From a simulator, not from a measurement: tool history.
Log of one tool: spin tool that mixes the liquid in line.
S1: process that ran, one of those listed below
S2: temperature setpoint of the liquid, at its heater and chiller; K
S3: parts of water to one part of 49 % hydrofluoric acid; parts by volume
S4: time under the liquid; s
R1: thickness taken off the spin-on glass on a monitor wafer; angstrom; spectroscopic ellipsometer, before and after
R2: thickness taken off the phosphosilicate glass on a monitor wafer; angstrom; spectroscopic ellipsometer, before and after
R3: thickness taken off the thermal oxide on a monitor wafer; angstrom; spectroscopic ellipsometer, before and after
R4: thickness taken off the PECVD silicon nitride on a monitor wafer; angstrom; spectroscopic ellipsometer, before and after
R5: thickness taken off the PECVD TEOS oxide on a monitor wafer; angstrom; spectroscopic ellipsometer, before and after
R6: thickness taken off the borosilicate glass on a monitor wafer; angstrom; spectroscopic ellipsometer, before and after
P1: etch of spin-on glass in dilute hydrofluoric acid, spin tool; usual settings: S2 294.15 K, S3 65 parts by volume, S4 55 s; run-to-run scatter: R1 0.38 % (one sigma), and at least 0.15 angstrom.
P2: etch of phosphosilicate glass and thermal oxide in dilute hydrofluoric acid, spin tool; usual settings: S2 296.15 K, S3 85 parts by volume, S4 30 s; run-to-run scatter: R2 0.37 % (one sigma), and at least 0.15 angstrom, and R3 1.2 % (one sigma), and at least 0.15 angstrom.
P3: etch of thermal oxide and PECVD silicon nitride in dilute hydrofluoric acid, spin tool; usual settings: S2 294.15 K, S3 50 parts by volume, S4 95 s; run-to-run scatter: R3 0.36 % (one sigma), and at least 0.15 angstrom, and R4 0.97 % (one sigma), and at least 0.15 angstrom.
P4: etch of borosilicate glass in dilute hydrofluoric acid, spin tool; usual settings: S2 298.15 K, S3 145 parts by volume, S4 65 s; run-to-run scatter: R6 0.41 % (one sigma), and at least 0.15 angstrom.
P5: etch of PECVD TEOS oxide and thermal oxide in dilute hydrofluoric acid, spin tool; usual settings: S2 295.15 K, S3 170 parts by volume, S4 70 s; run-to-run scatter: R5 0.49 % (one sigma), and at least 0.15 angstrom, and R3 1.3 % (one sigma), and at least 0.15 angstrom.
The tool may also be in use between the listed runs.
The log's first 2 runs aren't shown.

run 3 hour=34.8 | S1=P3 S2=294.15 S3=50 S4=95 | R3=83.469 R4=25.593
run 4 hour=44.8 | S1=P1 S2=294.15 S3=65 S4=20 | R1=122.97
run 5 hour=60.1 | S1=P5 S2=295.15 S3=35 S4=70 | R3=90.458 R5=471.85
run 6 hour=67.4 | S1=P1 S2=294.15 S3=65 S4=55 | R1=339.02
run 7 hour=80.8 | S1=P1 S2=299.15 S3=65 S4=55 | R1=415.98
run 8 hour=90.4 | S1=P1 S2=294.15 S3=100 S4=55 | R1=209.82
run 9 hour=104.2 | S1=P2 S2=296.15 S3=25 S4=30 | R2=2336.7 R3=63
run 10 hour=113.6 | S1=P3 S2=294.15 S3=50 S4=175 | R3=153.85 R4=46.6
run 11 hour=127.3 | S1=P1 S2=290.15 S3=65 S4=55 | R1=286.4
run 12 hour=138 | S1=P2 S2=303.65 S3=85 S4=30 | R2=854.38 R3=23.063
run 13 hour=147.9 | S1=P4 S2=298.15 S3=145 S4=15 | R6=55.739
run 14 hour=159.3 | S1=P1 S2=302.15 S3=65 S4=15 | R1=127.76
run 15 hour=167.4 | S1=P3 S2=299.15 S3=50 S4=95 | R3=102.86 R4=35.523
run 16 hour=182.9 | S1=P1 S2=294.15 S3=30 S4=55 | R1=767.23
run 17 hour=196.1 | S1=P4 S2=298.15 S3=145 S4=65 | R6=243.07
run 18 hour=208.6 | S1=P1 S2=294.15 S3=65 S4=55 | R1=337.03
run 19 hour=217.9 | S1=P5 S2=295.15 S3=170 S4=15 | R3=3.1663 R5=17.911
run 20 hour=231.7 | S1=P4 S2=291.65 S3=145 S4=65 | R6=186.84
run 21 hour=245.9 | S1=P4 S2=298.15 S3=70 S4=65 | R6=555.27
run 22 hour=253.4 | S1=P1 S2=290.15 S3=65 S4=15 | R1=77.843
run 23 hour=264.7 | S1=P1 S2=294.15 S3=65 S4=55 | R1=337.74
run 24 hour=278.9 | S1=P2 S2=296.15 S3=85 S4=60 | R2=1268.9 R3=34.959

The next listed run, before its measurement:
run 25 hour=294.7 | S1=P1 S2=294.15 S3=65 S4=95 | R1=?

R1: 583.67 angstrom
